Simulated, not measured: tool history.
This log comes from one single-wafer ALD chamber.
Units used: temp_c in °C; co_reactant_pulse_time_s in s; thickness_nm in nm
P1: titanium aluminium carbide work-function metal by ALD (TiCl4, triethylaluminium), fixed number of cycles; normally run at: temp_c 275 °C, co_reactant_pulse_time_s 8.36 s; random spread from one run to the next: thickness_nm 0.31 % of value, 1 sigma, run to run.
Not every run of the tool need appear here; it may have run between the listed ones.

run,hour,temp_c,co_reactant_pulse_time_s,thickness_nm
1,12.1,275,8.36,1.7097
2,22.1,251,5.80,1.3927
3,37.2,275,8.36,1.7133
4,45.8,275,13.34,1.7941
5,60.9,294,8.36,1.8662
6,74.6,275,3.64,1.2885
7,84.4,251,8.36,1.5282
# hour 89.4: triethylaluminium bottle replaced
8,99.7,275,8.36,1.7101
9,108.3,275,8.36,1.7192
10,125.6,275,8.36,1.7154
11,137.6,275,8.36,1.6943
12,153.1,275,8.36,1.6828
13,163.3,275,8.36,1.6801

Forecast run 14:
14,178.7,275,8.36,?

thickness_nm: 1.6668 nm
